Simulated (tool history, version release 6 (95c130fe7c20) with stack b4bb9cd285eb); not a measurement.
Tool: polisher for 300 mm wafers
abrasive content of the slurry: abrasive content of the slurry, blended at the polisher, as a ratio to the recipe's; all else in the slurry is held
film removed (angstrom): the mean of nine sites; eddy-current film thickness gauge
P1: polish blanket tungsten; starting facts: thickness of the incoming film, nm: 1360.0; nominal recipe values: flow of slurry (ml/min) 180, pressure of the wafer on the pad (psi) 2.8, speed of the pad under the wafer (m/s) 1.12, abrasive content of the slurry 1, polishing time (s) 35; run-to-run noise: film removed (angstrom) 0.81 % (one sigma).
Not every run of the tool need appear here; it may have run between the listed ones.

run,hour,flow of slurry (ml/min),pressure of the wafer on the pad (psi),speed of the pad under the wafer (m/s),abrasive content of the slurry,polishing time (s),wafers polished on this pad,hours since the slurry nozzle was cleaned,hours since the head pressure was calibrated,hours since the slurry blender was calibrated,hours since the slurry got fresh peroxide,film removed (angstrom)
1,11.8,180,2.8,1.12,1,35,311,253.4,535.7,95,45.3,1372.2
2,25.9,265,2.8,1.12,1,35,447,267.5,549.8,109.1,59.4,1410.4
3,37.2,110,2.8,1.12,1,35,555,278.8,561.1,120.4,70.7,1260.7
4,45.7,180,1.4,0.82,1,35,637,287.3,569.6,128.9,79.2,499.8
5,54.1,180,2.8,1.7,1,35,718,295.7,578,137.3,87.6,2078.3
6,64.7,180,2.8,1.12,1.4,35,821,306.3,588.6,147.9,98.2,1474.9
7,75.9,180,1.3,1.12,1,35,929,317.5,599.8,159.1,109.4,637.54
8,82.8,180,2.8,1.12,1,35,995,324.4,606.7,166,116.3,1371.4
9,90,180,2.8,1.12,1,35,1065,331.6,613.9,173.2,123.5,1383.6
10,97.7,180,2.8,1.12,1,35,1139,339.3,621.6,180.9,131.2,1375.6
11,104.8,180,2.8,1.12,0.6,35,1207,346.4,628.7,188,138.3,1233.1
12,115.9,180,2.8,1.12,0.55,51,1314,357.5,639.8,199.1,149.4,1723.2
# hour 122.7: slurry nozzle cleaned
13,131,180,4,1.12,1,35,1460,8.3,654.9,214.2,164.5,1928.4
14,142.3,110,2.8,1.12,0.65,35,1569,19.6,666.2,225.5,175.8,1128.4
15,155.4,180,2.8,0.8,1,35,1695,32.7,679.3,238.6,188.9,977.86
16,168.3,180,2.8,1.12,1,17,1820,45.6,692.2,251.5,201.8,657.77
17,180.1,180,2.8,1.12,1,35,1933,57.4,704,263.3,213.6,1367.8
18,194.3,180,2.8,1.12,1,49,2070,71.6,718.2,277.5,227.8,1898
19,203.9,180,2.8,1.12,1,35,2163,81.2,727.8,287.1,237.4,1359
20,219.1,180,2.8,1.12,1,35,2310,96.4,743,302.3,252.6,1316.4
21,229.5,180,2.8,1.12,1,35,2410,106.8,753.4,312.7,263,1292.8
22,237.3,180,2.8,1.12,1,35,2485,114.6,761.2,320.5,270.8,1290.3
23,245.8,180,2.8,1.12,1,35,2567,123.1,769.7,329,279.3,1268.8
# hour 246: slurry tank refilled with fresh slurry and peroxide
24,253.6,180,2.8,1.12,1,35,2642,130.9,777.5,336.8,7.7,1263.7
# hour 257.1: head pressure recalibrated
# hour 261.9: worn pad replaced by a new one
25,266.4,180,2.8,1.12,1,35,44,143.7,9.3,349.6,20.5,1247.1
26,277.9,180,2.8,1.12,1,35,154,155.2,20.8,361.1,32,1252.8
27,285.6,180,2.8,1.12,1,35,229,162.9,28.5,368.8,39.7,1259.9
28,294.3,180,2.8,1.12,1,35,313,171.6,37.2,377.5,48.4,1256.2

What P1 gives has crept away from where it was. These 2 causes fit the log equally well, each at the size given:
A: slurry flow missing at the pad, % = 38.1
B: abrasive missing from the slurry, % = 31.8
Onset of the creep was near hour 203.9.
What rules out each remaining cause:
removal rate lost through wear of the pad, %: its service at hour 261.9 followed the start of the drift and did not put the process back to its old value
head's pressure below its setpoint, %: its service at hour 257.1 followed the start of the drift and did not put the process back to its old value
peroxide lost from the slurry, %: its service at hour 246 followed the start of the drift and did not put the process back to its old value

Of the 4 check runs below, each run on 2 wafers with the results averaged and each result still a question mark, which one would tell the listed causes apart?
check 1,303,110,2.8,1.12,1,17,,,,,,?
check 2,303,180,1.5,1.12,1.2,35,,,,,,?
check 3,303,180,3.7,1.62,1,35,,,,,,?
check 4,303,180,2.8,1.12,1,44,,,,,,?

Expected result of each check under each candidate cause:
check,result,if A,if B
check 1,film removed (angstrom),527.76,554.03
check 2,film removed (angstrom),699.56,698.32
check 3,film removed (angstrom),2389.7,2389.3
check 4,film removed (angstrom),1571.8,1571.5
Smallest distance between any two causes, each pair judged by its most separating result, in per cent: check 1 4.86 %; check 2 0.18 %; check 3 0.02 %; check 4 0.02 %
The causes can be told apart only by check 1. The other checks would give nearly the same results under each of them.

Check 1 has now been run. It gave: film removed (angstrom) 554.02. Which of the candidate causes is it?

Of the candidate causes, it is B: abrasive missing from the slurry, %.
